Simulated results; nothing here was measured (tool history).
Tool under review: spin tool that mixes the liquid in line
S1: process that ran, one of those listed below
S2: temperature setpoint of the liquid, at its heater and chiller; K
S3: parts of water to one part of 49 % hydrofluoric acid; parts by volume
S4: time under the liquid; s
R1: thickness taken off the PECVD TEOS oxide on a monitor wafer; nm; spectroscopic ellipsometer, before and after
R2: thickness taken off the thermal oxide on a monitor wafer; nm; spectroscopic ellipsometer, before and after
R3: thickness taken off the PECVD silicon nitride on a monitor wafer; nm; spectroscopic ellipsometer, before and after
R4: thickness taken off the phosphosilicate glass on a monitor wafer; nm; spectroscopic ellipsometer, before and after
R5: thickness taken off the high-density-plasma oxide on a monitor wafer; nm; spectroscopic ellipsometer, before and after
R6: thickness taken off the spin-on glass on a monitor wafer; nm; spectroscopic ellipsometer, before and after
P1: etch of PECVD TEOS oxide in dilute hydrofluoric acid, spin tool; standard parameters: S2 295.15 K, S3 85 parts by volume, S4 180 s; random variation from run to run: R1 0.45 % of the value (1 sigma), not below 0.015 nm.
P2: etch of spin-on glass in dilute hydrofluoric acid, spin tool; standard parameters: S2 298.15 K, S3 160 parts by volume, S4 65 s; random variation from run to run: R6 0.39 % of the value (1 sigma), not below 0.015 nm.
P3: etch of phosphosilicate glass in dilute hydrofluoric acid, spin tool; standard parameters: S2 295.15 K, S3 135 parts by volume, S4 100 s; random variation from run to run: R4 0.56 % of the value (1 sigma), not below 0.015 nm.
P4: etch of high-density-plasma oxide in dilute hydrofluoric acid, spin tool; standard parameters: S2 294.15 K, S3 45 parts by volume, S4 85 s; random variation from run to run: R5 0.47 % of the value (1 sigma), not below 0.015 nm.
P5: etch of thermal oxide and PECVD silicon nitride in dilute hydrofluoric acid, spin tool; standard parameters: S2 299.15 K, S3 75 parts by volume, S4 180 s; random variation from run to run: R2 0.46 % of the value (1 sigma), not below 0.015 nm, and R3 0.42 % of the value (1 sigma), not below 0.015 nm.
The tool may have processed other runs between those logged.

run	day	S1	S2	S3	S4	R1	R2	R3	R4	R5	R6
1	0.333	P1	295.15	85	180	16.6640					
2	0.629	P1	290.65	85	100	7.6662					
3	1.021	P5	307.15	75	180		16.095	15.5340			
4	1.271	P3	295.15	135	100				55.686		
5	1.700	P3	295.15	135	185				102.670		
6	2.183	P1	295.15	85	325	30.3460					
7	2.538	P1	295.15	85	180	16.7430					
8	3.000	P3	295.15	235	100				28.767		
9	3.292	P4	294.15	45	45					4.8047	
10	3.633	P1	295.15	85	180	16.8260					
11	4.012	P1	300.65	85	255	29.4410					
12	4.392	P3	295.15	135	100				55.369		
13	4.850	P5	299.15	75	180		11.770	9.3971			
14	5.283	P1	303.15	85	180	23.0910					
15	5.596	P2	298.15	160	65						15.8320
16	6.017	P1	295.15	85	180	16.7950					
17	6.488	P4	290.15	45	85					7.5923	
18	6.962	P2	298.15	160	15						3.6722
19	7.267	P1	290.15	85	180	13.5300					
20	7.783	P1	295.15	25	180	61.3300					
21	8.096	P3	290.15	135	100				45.317		
22	8.658	P5	299.15	75	180		11.699	9.3993			
23	9.046	P5	299.15	20	180		47.899	33.9410			
24	9.533	P2	298.15	65	65						43.8480
25	9.838	P4	294.15	45	85					9.0000	
26	10.400	P2	290.15	160	65						11.5600
27	10.688	P4	294.15	80	85					4.8862	
28	10.958	P5	299.15	75	315		20.624	16.2450			
29	11.421	P1	295.15	85	45	4.1763					
30	11.846	P4	294.15	45	85					9.0322	
31	12.217	P1	295.15	120	180	11.4180					

Run 32 is up next; what results do you expect?
32	12.675	P1	295.15	85	180	?					

Run 32 produced R1 16.7360 nm.

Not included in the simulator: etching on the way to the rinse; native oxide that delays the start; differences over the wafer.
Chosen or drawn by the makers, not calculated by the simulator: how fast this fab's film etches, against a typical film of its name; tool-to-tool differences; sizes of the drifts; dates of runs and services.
